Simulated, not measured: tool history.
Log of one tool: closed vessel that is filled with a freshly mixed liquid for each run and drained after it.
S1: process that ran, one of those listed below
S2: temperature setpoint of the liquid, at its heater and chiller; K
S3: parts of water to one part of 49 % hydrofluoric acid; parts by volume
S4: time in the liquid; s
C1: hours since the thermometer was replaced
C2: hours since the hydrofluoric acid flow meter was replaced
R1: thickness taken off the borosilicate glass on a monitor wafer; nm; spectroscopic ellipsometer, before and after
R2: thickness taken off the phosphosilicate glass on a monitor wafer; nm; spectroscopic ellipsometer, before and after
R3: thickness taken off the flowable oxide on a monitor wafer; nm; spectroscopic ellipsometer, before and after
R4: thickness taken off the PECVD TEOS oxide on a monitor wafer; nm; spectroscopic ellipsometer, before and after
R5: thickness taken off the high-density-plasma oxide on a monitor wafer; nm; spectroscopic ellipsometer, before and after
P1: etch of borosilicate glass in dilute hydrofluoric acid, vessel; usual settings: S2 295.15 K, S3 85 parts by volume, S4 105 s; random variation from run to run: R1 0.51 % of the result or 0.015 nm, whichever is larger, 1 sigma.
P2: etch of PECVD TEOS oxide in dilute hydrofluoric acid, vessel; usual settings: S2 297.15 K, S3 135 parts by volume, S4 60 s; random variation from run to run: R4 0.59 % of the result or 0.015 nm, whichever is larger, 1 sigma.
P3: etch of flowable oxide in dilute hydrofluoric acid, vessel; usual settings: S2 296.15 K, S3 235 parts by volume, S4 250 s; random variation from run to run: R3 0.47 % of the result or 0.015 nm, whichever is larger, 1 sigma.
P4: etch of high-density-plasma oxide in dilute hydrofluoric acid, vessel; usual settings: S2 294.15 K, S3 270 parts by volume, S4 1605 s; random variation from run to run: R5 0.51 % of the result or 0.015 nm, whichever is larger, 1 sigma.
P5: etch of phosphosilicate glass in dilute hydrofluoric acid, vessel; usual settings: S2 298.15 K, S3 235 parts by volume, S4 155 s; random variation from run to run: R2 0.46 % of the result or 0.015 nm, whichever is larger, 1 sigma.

run 1 hour=11.8 | S1=P1 S2=295.15 S3=85 S4=105 | C1=616 C2=137.5 | R1=61.926
run 2 hour=24.5 | S1=P5 S2=298.15 S3=235 S4=155 | C1=628.7 C2=150.2 | R2=51.684
run 3 hour=35.7 | S1=P3 S2=296.15 S3=65 S4=250 | C1=639.9 C2=161.4 | R3=176.86
run 4 hour=42.8 | S1=P1 S2=290.15 S3=85 S4=105 | C1=647 C2=168.5 | R1=50.019
run 5 hour=50.7 | S1=P1 S2=295.15 S3=85 S4=105 | C1=654.9 C2=176.4 | R1=61.683
run 6 hour=57.2 | S1=P2 S2=297.15 S3=80 S4=60 | C1=661.4 C2=182.9 | R4=9.8501
run 7 hour=66.5 | S1=P2 S2=297.15 S3=135 S4=60 | C1=670.7 C2=192.2 | R4=5.4807
run 8 hour=77.9 | S1=P3 S2=296.15 S3=235 S4=250 | C1=682.1 C2=203.6 | R3=40.058
run 9 hour=90.2 | S1=P2 S2=297.15 S3=135 S4=60 | C1=694.4 C2=215.9 | R4=5.4429
run 10 hour=100.8 | S1=P3 S2=296.15 S3=235 S4=420 | C1=705 C2=226.5 | R3=67.195
-- hour=106.8 hydrofluoric acid flow meter replaced
run 11 hour=110.2 | S1=P1 S2=295.15 S3=85 S4=105 | C1=714.4 C2=3.5 | R1=62.208
run 12 hour=116.8 | S1=P4 S2=300.65 S3=270 S4=1605 | C1=721 C2=10.1 | R5=55.361
run 13 hour=123.7 | S1=P3 S2=290.15 S3=235 S4=250 | C1=727.9 C2=17 | R3=32.097
run 14 hour=133.8 | S1=P3 S2=296.15 S3=235 S4=250 | C1=738 C2=27.1 | R3=40.22
run 15 hour=139.6 | S1=P1 S2=295.15 S3=85 S4=215 | C1=743.8 C2=32.9 | R1=126.72
run 16 hour=147.3 | S1=P4 S2=294.15 S3=270 S4=1605 | C1=751.5 C2=40.6 | R5=44.344
run 17 hour=153 | S1=P4 S2=294.15 S3=270 S4=2365 | C1=757.2 C2=46.3 | R5=64.839
run 18 hour=161.6 | S1=P1 S2=295.15 S3=85 S4=105 | C1=765.8 C2=54.9 | R1=61.678
run 19 hour=172.9 | S1=P1 S2=298.65 S3=85 S4=105 | C1=777.1 C2=66.2 | R1=71.067
run 20 hour=185.7 | S1=P1 S2=295.15 S3=140 S4=105 | C1=789.9 C2=79 | R1=35.163
run 21 hour=195.3 | S1=P1 S2=295.15 S3=85 S4=105 | C1=799.5 C2=88.6 | R1=61.707
run 22 hour=206.4 | S1=P1 S2=295.15 S3=85 S4=105 | C1=810.6 C2=99.7 | R1=61.826
run 23 hour=216.1 | S1=P1 S2=295.15 S3=85 S4=30 | C1=820.3 C2=109.4 | R1=17.863
run 24 hour=226.3 | S1=P1 S2=295.15 S3=30 S4=105 | C1=830.5 C2=119.6 | R1=188.72
run 25 hour=231.9 | S1=P2 S2=297.15 S3=135 S4=30 | C1=836.1 C2=125.2 | R4=2.7057
run 26 hour=241.1 | S1=P5 S2=298.15 S3=235 S4=240 | C1=845.3 C2=134.4 | R2=80.73
run 27 hour=252.4 | S1=P5 S2=298.15 S3=235 S4=155 | C1=856.6 C2=145.7 | R2=52.38
run 28 hour=261.6 | S1=P1 S2=295.15 S3=40 S4=35 | C1=865.8 C2=154.9 | R1=46.026
run 29 hour=271.3 | S1=P4 S2=294.15 S3=455 S4=1605 | C1=875.5 C2=164.6 | R5=22.252
run 30 hour=281.3 | S1=P5 S2=293.15 S3=235 S4=155 | C1=885.5 C2=174.6 | R2=43.504
run 31 hour=292.8 | S1=P2 S2=293.15 S3=135 S4=60 | C1=897 C2=186.1 | R4=4.6115
run 32 hour=300 | S1=P5 S2=298.15 S3=75 S4=155 | C1=904.2 C2=193.3 | R2=198.1
run 33 hour=307.1 | S1=P4 S2=294.15 S3=270 S4=1605 | C1=911.3 C2=200.4 | R5=43.838
run 34 hour=313.4 | S1=P1 S2=295.15 S3=85 S4=105 | C1=917.6 C2=206.7 | R1=61.451
run 35 hour=325.4 | S1=P1 S2=295.15 S3=85 S4=105 | C1=929.6 C2=218.7 | R1=58.871
run 36 hour=332.3 | S1=P1 S2=295.15 S3=85 S4=105 | C1=936.5 C2=225.6 | R1=57.819
run 37 hour=338 | S1=P1 S2=295.15 S3=85 S4=105 | C1=942.2 C2=231.3 | R1=57.775
run 38 hour=350.2 | S1=P1 S2=295.15 S3=85 S4=105 | C1=954.4 C2=243.5 | R1=57.424
run 39 hour=356.5 | S1=P1 S2=295.15 S3=85 S4=105 | C1=960.7 C2=249.8 | R1=56.959
run 40 hour=367.4 | S1=P1 S2=295.15 S3=85 S4=105 | C1=971.6 C2=260.7 | R1=56.566
run 41 hour=374.4 | S1=P1 S2=295.15 S3=85 S4=105 | C1=978.6 C2=267.7 | R1=56.451
run 42 hour=383.7 | S1=P1 S2=295.15 S3=85 S4=105 | C1=987.9 C2=277 | R1=56.244
run 43 hour=395.1 | S1=P1 S2=295.15 S3=85 S4=105 | C1=999.3 C2=288.4 | R1=56.1
run 44 hour=402 | S1=P1 S2=295.15 S3=85 S4=105 | C1=1006.2 C2=295.3 | R1=56.517

What P1 gives has crept away from where it was. These 2 causes fit the log equally well, each at the size given:
A: liquid colder than its thermometer reads (K) = 2.28
B: hydrofluoric acid flow below the setpoint (%) = 8.12
The creep began at about hour 313.4.

4 check runs are offered, one wafer each, their results left as question marks. Which one tells the causes apart?
run check 1 hour=408.9 | S1=P3 S2=290.15 S3=80 S4=250 | R3=?
run check 2 hour=408.9 | S1=P2 S2=297.15 S3=85 S4=60 | R4=?
run check 3 hour=408.9 | S1=P5 S2=298.15 S3=85 S4=155 | R2=?
run check 4 hour=408.9 | S1=P4 S2=300.15 S3=440 S4=1605 | R5=?

What each check would give under each cause:
check=check_1 result=R3 if_A=99.003 if_B=99.604
check=check_2 result=R4 if_A=8.4091 if_B=8.394
check=check_3 result=R2 if_A=156.97 if_B=156.52
check=check_4 result=R5 if_A=26.331 if_B=25.088
How far apart the two closest causes lie, in the result that separates them most: check 1 0.61 %; check 2 0.18 %; check 3 0.28 %; check 4 4.84 %
Only check 4 tells the causes apart: in the others they would give nearly the same result.

Check 4 was then run and gave: R5 25.123 nm. Which cause is it?

It is B: hydrofluoric acid flow below the setpoint (%).
